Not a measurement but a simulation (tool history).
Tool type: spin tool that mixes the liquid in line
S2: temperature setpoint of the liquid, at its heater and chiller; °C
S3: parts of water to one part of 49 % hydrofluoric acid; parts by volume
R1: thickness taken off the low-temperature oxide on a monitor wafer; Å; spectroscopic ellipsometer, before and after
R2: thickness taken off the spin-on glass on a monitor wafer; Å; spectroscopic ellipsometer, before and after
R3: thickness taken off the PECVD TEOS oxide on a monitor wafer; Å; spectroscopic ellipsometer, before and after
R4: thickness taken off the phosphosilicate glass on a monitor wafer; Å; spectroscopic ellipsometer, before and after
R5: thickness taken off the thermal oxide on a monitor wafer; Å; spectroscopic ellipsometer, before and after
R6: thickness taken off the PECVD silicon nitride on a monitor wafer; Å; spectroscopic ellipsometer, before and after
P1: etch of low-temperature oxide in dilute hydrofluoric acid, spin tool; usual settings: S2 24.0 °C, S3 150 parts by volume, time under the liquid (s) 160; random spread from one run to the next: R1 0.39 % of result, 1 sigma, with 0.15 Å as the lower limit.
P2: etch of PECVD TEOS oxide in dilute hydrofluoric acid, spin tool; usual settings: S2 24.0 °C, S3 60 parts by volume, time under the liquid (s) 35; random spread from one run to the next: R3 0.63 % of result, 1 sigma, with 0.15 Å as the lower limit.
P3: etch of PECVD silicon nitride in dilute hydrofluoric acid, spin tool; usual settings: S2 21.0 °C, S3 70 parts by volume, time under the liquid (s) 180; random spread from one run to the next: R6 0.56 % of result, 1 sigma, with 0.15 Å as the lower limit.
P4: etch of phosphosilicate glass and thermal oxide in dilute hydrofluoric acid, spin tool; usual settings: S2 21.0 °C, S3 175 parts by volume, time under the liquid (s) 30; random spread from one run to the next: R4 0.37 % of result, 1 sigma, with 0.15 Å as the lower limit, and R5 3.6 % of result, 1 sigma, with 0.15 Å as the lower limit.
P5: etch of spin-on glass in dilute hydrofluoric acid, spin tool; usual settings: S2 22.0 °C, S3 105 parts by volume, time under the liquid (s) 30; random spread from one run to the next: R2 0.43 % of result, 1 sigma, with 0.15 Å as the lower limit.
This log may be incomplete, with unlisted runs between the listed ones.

{"run": 1, "day": 0.517, "process that ran": "P1", "S2": 24.0, "S3": 150, "time under the liquid (s)": 160, "R1": 208.06}
{"run": 2, "day": 1.071, "process that ran": "P1", "S2": 24.0, "S3": 150, "time under the liquid (s)": 160, "R1": 207.9}
{"run": 3, "day": 1.5, "process that ran": "P1", "S2": 32.0, "S3": 150, "time under the liquid (s)": 160, "R1": 280.66}
{"run": 4, "day": 2.121, "process that ran": "P5", "S2": 22.0, "S3": 105, "time under the liquid (s)": 60, "R2": 171.62}
{"run": 5, "day": 2.733, "process that ran": "P2", "S2": 24.0, "S3": 60, "time under the liquid (s)": 35, "R3": 51.405}
{"run": 6, "day": 3.25, "process that ran": "P1", "S2": 31.5, "S3": 150, "time under the liquid (s)": 15, "R1": 25.882}
{"run": 7, "day": 3.675, "process that ran": "P1", "S2": 24.0, "S3": 150, "time under the liquid (s)": 160, "R1": 208.41}
{"run": 8, "day": 4.35, "process that ran": "P2", "S2": 24.0, "S3": 60, "time under the liquid (s)": 65, "R3": 95.285}
{"run": 9, "day": 4.975, "process that ran": "P4", "S2": 21.0, "S3": 315, "time under the liquid (s)": 30, "R4": 74.503, "R5": 3.0109}
{"run": 10, "day": 5.508, "process that ran": "P3", "S2": 21.0, "S3": 70, "time under the liquid (s)": 180, "R6": 35.487}
{"run": 11, "day": 6.233, "process that ran": "P3", "S2": 21.0, "S3": 70, "time under the liquid (s)": 180, "R6": 35.529}
{"run": 12, "day": 6.638, "process that ran": "P3", "S2": 21.0, "S3": 110, "time under the liquid (s)": 180, "R6": 22.678}
{"run": 13, "day": 7.362, "process that ran": "P2", "S2": 32.0, "S3": 60, "time under the liquid (s)": 35, "R3": 70.048}
{"run": 14, "day": 8.112, "process that ran": "P2", "S2": 24.0, "S3": 90, "time under the liquid (s)": 35, "R3": 32.358}
{"run": 15, "day": 8.792, "process that ran": "P5", "S2": 27.0, "S3": 105, "time under the liquid (s)": 30, "R2": 104.35}
{"run": 16, "day": 9.321, "process that ran": "P1", "S2": 24.0, "S3": 25, "time under the liquid (s)": 160, "R1": 1456.5}
{"run": 17, "day": 9.783, "process that ran": "P1", "S2": 24.0, "S3": 150, "time under the liquid (s)": 160, "R1": 208.11}
{"run": 18, "day": 10.112, "process that ran": "P1", "S2": 24.0, "S3": 150, "time under the liquid (s)": 160, "R1": 207.89}
{"day": 10.133, "done": "hydrofluoric acid flow meter replaced"}
{"run": 19, "day": 10.488, "process that ran": "P4", "S2": 21.0, "S3": 175, "time under the liquid (s)": 30, "R4": 153.97, "R5": 6.7894}
{"run": 20, "day": 11.008, "process that ran": "P5", "S2": 22.0, "S3": 105, "time under the liquid (s)": 30, "R2": 85.816}
{"run": 21, "day": 11.4, "process that ran": "P1", "S2": 30.5, "S3": 150, "time under the liquid (s)": 235, "R1": 386.63}
{"run": 22, "day": 11.9, "process that ran": "P3", "S2": 21.0, "S3": 70, "time under the liquid (s)": 80, "R6": 15.601}
{"run": 23, "day": 12.479, "process that ran": "P5", "S2": 22.0, "S3": 105, "time under the liquid (s)": 30, "R2": 85.796}
{"run": 24, "day": 13.217, "process that ran": "P4", "S2": 27.5, "S3": 175, "time under the liquid (s)": 30, "R4": 195.58, "R5": 8.3457}
{"run": 25, "day": 13.821, "process that ran": "P1", "S2": 24.0, "S3": 150, "time under the liquid (s)": 160, "R1": 207.84}
{"run": 26, "day": 14.588, "process that ran": "P4", "S2": 21.0, "S3": 175, "time under the liquid (s)": 15, "R4": 76.889, "R5": 3.1322}
{"run": 27, "day": 15.342, "process that ran": "P3", "S2": 26.5, "S3": 70, "time under the liquid (s)": 180, "R6": 51.892}

Expected results for the next run?
{"run": 28, "day": 16.008, "process that ran": "P1", "S2": 24.0, "S3": 150, "time under the liquid (s)": 290, "R1": "?"}

Run 28 yielded R1 378.030 Å.
